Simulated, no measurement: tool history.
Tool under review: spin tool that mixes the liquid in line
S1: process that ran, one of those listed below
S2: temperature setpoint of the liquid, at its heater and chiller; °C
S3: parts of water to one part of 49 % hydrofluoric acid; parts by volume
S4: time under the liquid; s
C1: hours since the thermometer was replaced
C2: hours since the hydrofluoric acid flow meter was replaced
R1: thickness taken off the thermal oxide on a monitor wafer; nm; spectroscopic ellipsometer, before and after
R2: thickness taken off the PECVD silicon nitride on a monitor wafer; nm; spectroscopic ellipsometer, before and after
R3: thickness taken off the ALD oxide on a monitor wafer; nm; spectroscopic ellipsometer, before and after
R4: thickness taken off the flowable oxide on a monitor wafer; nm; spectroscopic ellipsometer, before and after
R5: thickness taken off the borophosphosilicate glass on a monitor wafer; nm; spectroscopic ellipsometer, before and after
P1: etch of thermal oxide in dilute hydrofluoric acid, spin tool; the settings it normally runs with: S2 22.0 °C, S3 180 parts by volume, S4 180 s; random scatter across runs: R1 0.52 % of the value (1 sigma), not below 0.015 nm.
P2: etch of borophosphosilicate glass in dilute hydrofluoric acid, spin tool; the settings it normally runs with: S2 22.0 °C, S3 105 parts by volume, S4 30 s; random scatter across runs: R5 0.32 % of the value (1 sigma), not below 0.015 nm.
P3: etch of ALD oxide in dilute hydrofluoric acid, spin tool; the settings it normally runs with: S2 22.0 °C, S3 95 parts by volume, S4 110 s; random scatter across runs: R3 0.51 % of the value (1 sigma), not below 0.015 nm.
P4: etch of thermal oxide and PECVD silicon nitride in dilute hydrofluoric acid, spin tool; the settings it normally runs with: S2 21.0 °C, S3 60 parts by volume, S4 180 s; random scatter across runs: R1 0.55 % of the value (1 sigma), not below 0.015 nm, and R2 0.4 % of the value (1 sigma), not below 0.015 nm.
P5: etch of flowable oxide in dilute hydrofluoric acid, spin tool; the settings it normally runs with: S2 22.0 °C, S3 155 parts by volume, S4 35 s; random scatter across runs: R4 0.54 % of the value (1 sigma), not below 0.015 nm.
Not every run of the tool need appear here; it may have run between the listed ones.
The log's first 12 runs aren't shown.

run    day  S1    S2   S3   S4     C1     C2        R1      R2       R3       R4      R5
 13  3.308  P1  22.0  180  180  584.3  285.6   3.77600
 14  3.617  P2  22.0   25   30  591.7  293.0                                      95.622
 15  3.883  P2  22.0  105   30  598.1  299.4                                      20.700
 16  4.046  P3  22.0   95  110  602.0  303.3                    13.8410
 17  4.350  P1  22.0  180  265  609.3  310.6   5.60370
 18  4.588  P5  29.5  155   35  615.0  316.3                             12.0540
 19  4.833  P3  22.0   95   50  620.9  322.2                     6.2804
 20  5.038  P4  21.0   60  180  625.8  327.1  13.46000  7.5024
 21  5.296  P1  22.0  180  180  632.0  333.3   3.78070
 22  5.588  P3  17.0   95  110  639.0  340.3                    11.1840
 23  5.754  P3  22.0   25  110  643.0  344.3                    57.5030
 24  5.917  P2  22.0  105   45  646.9  348.2                                      31.016
 25  6.142  P1  27.0  180  180  652.3  353.6   4.52230
 26  6.308  P1  22.0  180   60  656.3  357.6   1.26250

What will run 27 give?
 27  6.450  P4  17.0  60  180  659.7  361.0   ?   ?

{"run 27": {"R1": 11.389, "R2": 5.638}}
